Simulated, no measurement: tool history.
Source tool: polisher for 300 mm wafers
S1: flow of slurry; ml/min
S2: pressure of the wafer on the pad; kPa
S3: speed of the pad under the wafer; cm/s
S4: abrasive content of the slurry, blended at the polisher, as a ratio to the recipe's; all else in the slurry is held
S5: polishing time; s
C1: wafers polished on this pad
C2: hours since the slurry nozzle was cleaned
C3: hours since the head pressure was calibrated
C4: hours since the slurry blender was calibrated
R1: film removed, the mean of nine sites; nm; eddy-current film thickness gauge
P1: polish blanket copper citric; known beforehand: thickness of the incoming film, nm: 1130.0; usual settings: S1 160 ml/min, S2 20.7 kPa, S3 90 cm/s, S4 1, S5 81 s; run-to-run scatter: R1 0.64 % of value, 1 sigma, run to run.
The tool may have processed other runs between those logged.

Run 1, hour 7: S1 160 ml/min, S2 20.7 kPa, S3 90 cm/s, S4 1, S5 81 s; C1 825; C2 546.9; C3 947.1; C4 187.9. Result: R1 191.75 nm.
Run 2, hour 19.7: S1 160 ml/min, S2 20.7 kPa, S3 90 cm/s, S4 0.55, S5 81 s; C1 970; C2 559.6; C3 959.8; C4 200.6. Result: R1 170.55 nm.
Run 3, hour 32.1: S1 160 ml/min, S2 20.7 kPa, S3 90 cm/s, S4 1, S5 50 s; C1 1112; C2 572; C3 972.2; C4 213. Result: R1 120.79 nm.
Run 4, hour 43: S1 160 ml/min, S2 20.7 kPa, S3 90 cm/s, S4 1.45, S5 81 s; C1 1237; C2 582.9; C3 983.1; C4 223.9. Result: R1 211.42 nm.
Run 5, hour 53.8: S1 220 ml/min, S2 20.7 kPa, S3 90 cm/s, S4 1, S5 108 s; C1 1360; C2 593.7; C3 993.9; C4 234.7. Result: R1 268.28 nm.
Run 6, hour 68.4: S1 160 ml/min, S2 20.7 kPa, S3 90 cm/s, S4 1, S5 81 s; C1 1527; C2 608.3; C3 1008.5; C4 249.3. Result: R1 192.22 nm.
Run 7, hour 82.9: S1 240 ml/min, S2 20.7 kPa, S3 90 cm/s, S4 1, S5 81 s; C1 1693; C2 622.8; C3 1023; C4 263.8. Result: R1 203.73 nm.
Run 8, hour 91.9: S1 160 ml/min, S2 20.7 kPa, S3 90 cm/s, S4 1, S5 81 s; C1 1796; C2 631.8; C3 1032; C4 272.8. Result: R1 194.46 nm.
Run 9, hour 101.6: S1 95 ml/min, S2 20.7 kPa, S3 90 cm/s, S4 1, S5 81 s; C1 1907; C2 641.5; C3 1041.7; C4 282.5. Result: R1 173.89 nm.
Run 10, hour 111.5: S1 160 ml/min, S2 29 kPa, S3 90 cm/s, S4 1, S5 81 s; C1 2020; C2 651.4; C3 1051.6; C4 292.4. Result: R1 270.46 nm.
Run 11, hour 125.1: S1 160 ml/min, S2 20.7 kPa, S3 40 cm/s, S4 1, S5 81 s; C1 2176; C2 665; C3 1065.2; C4 306. Result: R1 89.707 nm.
Run 12, hour 135.4: S1 160 ml/min, S2 20.7 kPa, S3 136 cm/s, S4 1, S5 81 s; C1 2293; C2 675.3; C3 1075.5; C4 316.3. Result: R1 289.99 nm.
Run 13, hour 147.2: S1 160 ml/min, S2 20.7 kPa, S3 90 cm/s, S4 1, S5 81 s; C1 2428; C2 687.1; C3 1087.3; C4 328.1. Result: R1 195.21 nm.
Run 14, hour 155.3: S1 160 ml/min, S2 20.7 kPa, S3 90 cm/s, S4 1, S5 125 s; C1 2521; C2 695.2; C3 1095.4; C4 336.2. Result: R1 298.7 nm.
Run 15, hour 168.2: S1 160 ml/min, S2 12.4 kPa, S3 90 cm/s, S4 1, S5 81 s; C1 2668; C2 708.1; C3 1108.3; C4 349.1. Result: R1 118.62 nm.
Run 16, hour 175.3: S1 160 ml/min, S2 20.7 kPa, S3 90 cm/s, S4 1, S5 81 s; C1 2749; C2 715.2; C3 1115.4; C4 356.2. Result: R1 192.25 nm.

For run 17, what comes out?
Run 17, hour 183.1: S1 160 ml/min, S2 20.7 kPa, S3 90 cm/s, S4 1, S5 81 s; C1 2839; C2 723; C3 1123.2; C4 364. Result: R1 ?.

Run 17 measured R1 188.4 nm.

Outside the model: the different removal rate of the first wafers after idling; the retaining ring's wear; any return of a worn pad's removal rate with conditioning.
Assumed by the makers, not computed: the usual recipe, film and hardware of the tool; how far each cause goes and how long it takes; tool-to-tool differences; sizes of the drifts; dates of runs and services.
